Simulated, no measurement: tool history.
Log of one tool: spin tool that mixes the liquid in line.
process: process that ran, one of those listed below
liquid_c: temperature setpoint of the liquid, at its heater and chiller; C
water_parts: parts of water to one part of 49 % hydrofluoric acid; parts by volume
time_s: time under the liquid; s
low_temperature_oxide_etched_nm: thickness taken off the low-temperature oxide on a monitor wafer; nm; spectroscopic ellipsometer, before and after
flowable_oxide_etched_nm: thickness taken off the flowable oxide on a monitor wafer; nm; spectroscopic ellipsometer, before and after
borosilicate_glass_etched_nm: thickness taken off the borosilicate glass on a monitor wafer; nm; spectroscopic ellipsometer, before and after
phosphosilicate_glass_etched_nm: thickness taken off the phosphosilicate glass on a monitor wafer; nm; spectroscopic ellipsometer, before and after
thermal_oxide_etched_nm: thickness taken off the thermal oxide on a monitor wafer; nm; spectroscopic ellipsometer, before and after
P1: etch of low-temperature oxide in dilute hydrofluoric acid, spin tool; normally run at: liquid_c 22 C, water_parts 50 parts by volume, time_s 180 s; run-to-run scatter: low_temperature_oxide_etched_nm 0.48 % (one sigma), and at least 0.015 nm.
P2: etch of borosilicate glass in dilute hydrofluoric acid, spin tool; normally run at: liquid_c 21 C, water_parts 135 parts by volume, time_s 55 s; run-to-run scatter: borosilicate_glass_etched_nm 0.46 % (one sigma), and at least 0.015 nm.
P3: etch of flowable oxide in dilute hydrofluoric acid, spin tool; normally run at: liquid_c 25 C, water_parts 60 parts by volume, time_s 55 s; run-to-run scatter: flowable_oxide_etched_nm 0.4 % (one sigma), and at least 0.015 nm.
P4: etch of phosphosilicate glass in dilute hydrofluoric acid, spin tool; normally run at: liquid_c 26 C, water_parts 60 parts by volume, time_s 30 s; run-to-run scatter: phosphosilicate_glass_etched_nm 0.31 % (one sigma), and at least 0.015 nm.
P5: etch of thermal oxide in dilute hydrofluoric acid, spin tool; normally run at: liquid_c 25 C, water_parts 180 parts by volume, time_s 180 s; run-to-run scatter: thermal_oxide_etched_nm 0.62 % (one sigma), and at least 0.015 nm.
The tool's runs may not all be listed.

| run | hour | process | liquid_c | water_parts | time_s | low_temperature_oxide_etched_nm | flowable_oxide_etched_nm | borosilicate_glass_etched_nm | phosphosilicate_glass_etched_nm | thermal_oxide_etched_nm |
|---|---|---|---|---|---|---|---|---|---|---|
| 1 | 6.2 | P1 | 22 | 50 | 180 | 38.058 |  |  |  |  |
| 2 | 15.7 | P3 | 25 | 60 | 55 |  | 42.367 |  |  |  |
| 3 | 26 | P2 | 17 | 135 | 55 |  |  | 5.7629 |  |  |
| 4 | 31.6 | P3 | 25 | 20 | 55 |  | 132.18 |  |  |  |
| 5 | 42 | P4 | 22 | 60 | 30 |  |  |  | 47.729 |  |
| 6 | 51.3 | P3 | 31 | 60 | 55 |  | 53.123 |  |  |  |
| 7 | 59.1 | P4 | 26 | 60 | 60 |  |  |  | 113.25 |  |
| 8 | 65.4 | P5 | 25 | 260 | 180 |  |  |  |  | 2.9778 |
| 9 | 74.7 | P4 | 26 | 20 | 30 |  |  |  | 179.5 |  |
| 10 | 79.8 | P3 | 25 | 60 | 15 |  | 11.377 |  |  |  |
| 11 | 84.9 | P4 | 26 | 60 | 30 |  |  |  | 56.053 |  |
| 12 | 93.4 | P1 | 22 | 50 | 180 | 38.027 |  |  |  |  |
| 13 | 98.7 | P1 | 27.5 | 50 | 180 | 47.661 |  |  |  |  |
| 14 | 103.7 | P5 | 25 | 180 | 65 |  |  |  |  | 1.6547 |
| 15 | 113.2 | P1 | 17 | 50 | 180 | 30.318 |  |  |  |  |
| 16 | 123.9 | P1 | 22 | 50 | 180 | 37.902 |  |  |  |  |
| 17 | 133.2 | P1 | 30 | 50 | 25 | 7.3514 |  |  |  |  |
| 18 | 142.6 | P2 | 21 | 55 | 55 |  |  | 18.257 |  |  |
| 19 | 150.2 | P5 | 25 | 180 | 180 |  |  |  |  | 4.6068 |
| 20 | 158.6 | P5 | 33.5 | 180 | 180 |  |  |  |  | 6.2749 |
| 21 | 166.2 | P1 | 22 | 20 | 180 | 97.727 |  |  |  |  |
| 22 | 175.7 | P1 | 22 | 85 | 180 | 21.385 |  |  |  |  |
| 23 | 181.8 | P1 | 22 | 50 | 295 | 61.766 |  |  |  |  |
| 24 | 192.3 | P1 | 22 | 50 | 180 | 37.784 |  |  |  |  |

Run 25 comes next. What will it give?
|  | 201.6 | thermometer replaced |
| 25 | 202.1 | P5 | 25 | 180 | 180 |  |  |  |  | ? |

Run 25 gave thermal_oxide_etched_nm 4.6779 nm.

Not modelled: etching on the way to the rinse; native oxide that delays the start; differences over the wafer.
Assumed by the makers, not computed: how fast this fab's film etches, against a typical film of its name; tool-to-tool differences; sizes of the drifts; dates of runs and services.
